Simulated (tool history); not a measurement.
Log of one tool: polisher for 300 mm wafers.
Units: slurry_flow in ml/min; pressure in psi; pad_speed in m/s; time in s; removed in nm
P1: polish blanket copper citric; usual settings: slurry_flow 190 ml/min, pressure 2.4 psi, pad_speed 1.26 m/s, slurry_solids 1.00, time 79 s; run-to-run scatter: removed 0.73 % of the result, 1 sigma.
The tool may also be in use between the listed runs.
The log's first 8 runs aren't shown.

| run | hour | slurry_flow | pressure | pad_speed | slurry_solids | time | wafers polished on this pad | hours since the slurry nozzle was cleaned | hours since the head pressure was calibrated | hours since the slurry blender was calibrated | removed |
|---|---|---|---|---|---|---|---|---|---|---|---|
| 9 | 75.3 | 190 | 2.4 | 1.92 | 1.00 | 79 | 724 | 422.9 | 994.6 | 374.6 | 316.520 |
| 10 | 81.4 | 190 | 3.3 | 1.26 | 1.00 | 79 | 771 | 429.0 | 1000.7 | 380.7 | 282.600 |
| 11 | 92.3 | 190 | 2.4 | 1.26 | 1.35 | 79 | 855 | 439.9 | 1011.6 | 391.6 | 218.110 |
| 12 | 102.0 | 190 | 2.4 | 1.26 | 1.00 | 124 | 930 | 449.6 | 1021.3 | 401.3 | 327.000 |
| 13 | 114.7 | 190 | 2.4 | 1.26 | 1.00 | 79 | 1028 | 462.3 | 1034.0 | 414.0 | 206.800 |
|  | 126.3 | slurry blender recalibrated |
| 14 | 127.1 | 190 | 2.4 | 1.26 | 0.55 | 79 | 1124 | 474.7 | 1046.4 | 0.9 | 185.390 |
| 15 | 134.1 | 190 | 2.4 | 0.56 | 1.00 | 79 | 1178 | 481.7 | 1053.4 | 7.9 | 96.188 |
| 16 | 142.9 | 115 | 2.4 | 1.26 | 1.00 | 110 | 1246 | 490.5 | 1062.2 | 16.7 | 264.930 |
| 17 | 151.5 | 115 | 2.4 | 1.26 | 1.00 | 79 | 1312 | 499.1 | 1070.8 | 25.3 | 187.710 |
| 18 | 163.9 | 190 | 2.4 | 1.26 | 1.00 | 79 | 1408 | 511.5 | 1083.2 | 37.7 | 207.600 |
| 19 | 170.1 | 190 | 2.4 | 1.26 | 1.00 | 57 | 1456 | 517.7 | 1089.4 | 43.9 | 151.180 |
| 20 | 181.9 | 190 | 2.4 | 1.26 | 1.00 | 79 | 1547 | 529.5 | 1101.2 | 55.7 | 206.950 |
| 21 | 190.8 | 190 | 2.4 | 1.26 | 1.00 | 79 | 1616 | 538.4 | 1110.1 | 64.6 | 207.470 |

Run 22 comes next. What will it give?
| 22 | 196.9 | 190 | 2.4 | 1.26 | 1.00 | 79 | 1663 | 544.5 | 1116.2 | 70.7 | ? |

{"run 22": {"removed": 202.55}}
